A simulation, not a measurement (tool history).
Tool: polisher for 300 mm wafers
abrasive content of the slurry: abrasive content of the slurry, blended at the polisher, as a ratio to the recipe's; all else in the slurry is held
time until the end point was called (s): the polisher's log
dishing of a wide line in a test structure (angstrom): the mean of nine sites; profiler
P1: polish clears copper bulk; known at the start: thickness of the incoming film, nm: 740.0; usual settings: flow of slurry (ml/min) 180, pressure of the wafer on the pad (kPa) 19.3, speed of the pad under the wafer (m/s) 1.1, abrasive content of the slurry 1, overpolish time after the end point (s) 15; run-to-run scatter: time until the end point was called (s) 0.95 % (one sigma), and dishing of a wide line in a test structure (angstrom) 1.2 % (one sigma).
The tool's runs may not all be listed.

run	hour	flow of slurry (ml/min)	pressure of the wafer on the pad (kPa)	speed of the pad under the wafer (m/s)	abrasive content of the slurry	overpolish time after the end point (s)	time until the end point was called (s)	dishing of a wide line in a test structure (angstrom)
1	5.7	180	19.3	1.1	1	15	93.458	660.33
2	13.1	180	19.3	1.1	1	15	91.134	643.95
3	17	180	26.2	1.1	1	15	68.364	805.67
4	24.1	180	19.3	0.66	1	15	153.41	452.99
5	28.7	180	19.3	1.1	1	15	92.816	658.57
6	36	180	19.3	1.1	1	15	93.415	649.02
7	43.4	180	19.3	1.1	1	15	93.174	656.72
8	47.5	180	19.3	1.1	0.65	15	101.76	606.29
9	51.3	260	19.3	1.1	1	21	88.874	798.06
10	55.3	180	12.4	1.1	1	15	147.82	457.03
# hour 57.9: slurry nozzle cleaned
11	60.5	235	19.3	1.1	1	15	88.185	680.33
12	66.5	180	19.3	1.1	1	15	94.028	654.56
13	73	180	19.3	1.7	1.2	15	57.862	832.71
14	80.2	180	19.3	1.1	1	28	92.945	897.55
15	84.6	180	19.3	1.66	1	15	61.834	807.43
16	90.9	180	19.3	1.1	1.3	15	87.004	674.92
17	96.4	180	19.3	1.1	1	8	93.253	424.52
18	101.5	180	29.6	0.74	1	15	88.899	680.84
19	105.2	110	19.3	1.1	1	15	99.883	609.07
20	111.6	180	19.3	1.1	1	15	91.408	643.87

The next listed run, before its measurement:
21	115.8	180	19.3	1.1	1	15	?	?

{"run 21": {"time until the end point was called (s)": 94.886, "dishing of a wide line in a test structure (angstrom)": 654.86}}

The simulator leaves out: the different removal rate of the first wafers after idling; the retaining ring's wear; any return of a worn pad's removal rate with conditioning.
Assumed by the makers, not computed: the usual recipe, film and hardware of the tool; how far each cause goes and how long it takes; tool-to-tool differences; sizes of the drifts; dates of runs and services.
